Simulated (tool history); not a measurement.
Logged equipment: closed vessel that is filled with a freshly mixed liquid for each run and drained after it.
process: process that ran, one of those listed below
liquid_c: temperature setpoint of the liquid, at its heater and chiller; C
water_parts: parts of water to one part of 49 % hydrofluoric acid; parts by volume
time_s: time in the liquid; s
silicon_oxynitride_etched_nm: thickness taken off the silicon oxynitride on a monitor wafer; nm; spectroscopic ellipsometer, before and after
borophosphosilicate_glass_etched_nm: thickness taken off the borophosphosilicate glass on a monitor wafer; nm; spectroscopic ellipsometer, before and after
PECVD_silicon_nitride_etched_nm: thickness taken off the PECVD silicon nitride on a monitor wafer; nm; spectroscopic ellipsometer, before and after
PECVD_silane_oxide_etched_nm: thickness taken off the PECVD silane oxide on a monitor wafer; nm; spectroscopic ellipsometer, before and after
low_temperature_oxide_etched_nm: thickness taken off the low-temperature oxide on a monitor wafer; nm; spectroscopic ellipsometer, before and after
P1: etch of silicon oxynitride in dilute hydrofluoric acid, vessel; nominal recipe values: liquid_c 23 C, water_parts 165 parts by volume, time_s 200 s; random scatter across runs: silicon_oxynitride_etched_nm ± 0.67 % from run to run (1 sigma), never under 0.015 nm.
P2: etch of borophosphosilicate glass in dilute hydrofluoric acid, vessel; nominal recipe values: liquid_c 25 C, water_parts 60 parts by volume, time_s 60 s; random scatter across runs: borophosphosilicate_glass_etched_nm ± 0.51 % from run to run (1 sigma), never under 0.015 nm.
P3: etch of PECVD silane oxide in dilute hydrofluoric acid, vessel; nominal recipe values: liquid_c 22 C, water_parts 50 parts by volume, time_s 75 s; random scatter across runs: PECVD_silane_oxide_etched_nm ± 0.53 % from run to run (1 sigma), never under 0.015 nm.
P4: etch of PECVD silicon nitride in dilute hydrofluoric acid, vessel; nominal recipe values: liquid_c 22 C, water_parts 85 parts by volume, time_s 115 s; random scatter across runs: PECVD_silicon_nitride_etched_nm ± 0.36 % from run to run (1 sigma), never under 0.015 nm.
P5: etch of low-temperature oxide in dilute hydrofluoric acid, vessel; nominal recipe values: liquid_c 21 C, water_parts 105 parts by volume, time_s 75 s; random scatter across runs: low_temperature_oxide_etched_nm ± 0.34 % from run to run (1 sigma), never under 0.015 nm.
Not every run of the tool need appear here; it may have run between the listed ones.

run     day  process  liquid_c  water_parts  time_s  hours since the thermometer was replaced  hours since the hydrofluoric acid flow meter was replaced  silicon_oxynitride_etched_nm  borophosphosilicate_glass_etched_nm  PECVD_silicon_nitride_etched_nm  PECVD_silane_oxide_etched_nm  low_temperature_oxide_etched_nm
  1   0.242       P1        23          165     200                                       378                                                      608.9                        4.1688
  2   0.546       P1        23          165      60                                     385.3                                                      616.2                        1.2678
  3   0.829       P2        25           60     100                                     392.1                                                        623                                                             53.243
  4   1.171       P4        22           85     205                                     400.3                                                      631.2                                                                                               10.04
  5   1.354       P2        25           25      60                                     404.7                                                      635.6                                                             80.147
  6   1.533       P3        17           50      75                                       409                                                      639.9                                                                                                                            24.887
  7   1.783       P1        23          225     200                                       415                                                      645.9                        2.9278
  8   2.038       P2        25           60      60                                     421.1                                                        652                                                             31.744
  9   2.354       P4        22           85     115                                     428.7                                                      659.6                                                                                              5.6061
 10   2.708       P1        23          165     200                                     437.2                                                      668.1                        4.1529
 11   2.929       P5        25          105      75                                     442.5                                                      673.4                                                                                                                                                             17.085
 12   3.275       P1        23           90     200                                     450.8                                                      681.7                        8.1187
 13   3.462       P1      26.5          165      30                                     455.3                                                      686.2                       0.73346
 14   3.738       P1        23          165     200                                     461.9                                                      692.8                        4.1788
 15   3.983       P1        23          165     350                                     467.8                                                      698.7                        7.2462
 16   4.346       P1        23          280      80                                     476.5                                                      707.4                       0.91568
 17   4.658       P4        22           45     115                                       484                                                      714.9                                                                                              10.498
 18   4.871       P3        22           50      75                                     489.1                                                        720                                                                                                                            31.247
 19   5.071       P4      25.5           85     115                                     493.9                                                      724.8                                                                                              7.1006
 20    5.35       P1        17          165     200                                     500.6                                                      731.5                        3.1397
 21   5.608       P5        21          105      75                                     506.8                                                      737.7                                                                                                                                                             14.444
 22   5.883       P1        23          165     200                                     513.4                                                      744.3                        4.1591
 23   6.075       P1        17          225     200                                       518                                                      748.9                        2.2237
 24   6.408       P5        21          105      75                                       526                                                      756.9                                                                                                                                                             14.424
 25   6.604       P4        22           85     115                                     530.7                                                      761.6                                                                                              5.5962
 26     6.9       P3        22           20      75                                     537.8                                                      768.7                                                                                                                             80.26
 27    7.25       P5        21          105     145                                     546.2                                                      777.1                                                                                                                                                             28.042
 28   7.617       P5        21           40      75                                       555                                                      785.9                                                                                                                                                             40.994
 29   7.825       P3        22           50      75                                       560                                                      790.9                                                                                                                            31.256
 30   8.125       P2        31           60      60                                     567.2                                                      798.1                                                              40.64
 31   8.417       P1      30.5          165     200                                     574.2                                                      805.1                        5.8501
 32   8.621       P3        22           50      30                                     579.1                                                        810                                                                                                                            12.578
 33   8.967       P1        23          165     200                                     587.4                                                      818.3                        4.1379
 34   9.258       P1        23          165     200                                     594.4                                                      825.3                        4.2371
 35   9.608       P1        23          165     200                                     602.8                                                      833.7                        3.9984
 36   9.992       P1        23          165     200                                       612                                                      842.9                        3.9551
 37  10.242       P1        23          165     200                                       618                                                      848.9                        3.9404
 38  10.462       P1        23          165     200                                     623.3                                                      854.2                        3.9418
 39  10.679       P1        23          165     200                                     628.5                                                      859.4                        3.9342

Run 40 comes next. What will it give?
 40  10.9       P1        23          165     200                                     633.8                                                      864.7                             ?

{"run 40": {"silicon_oxynitride_etched_nm": 3.9236}}
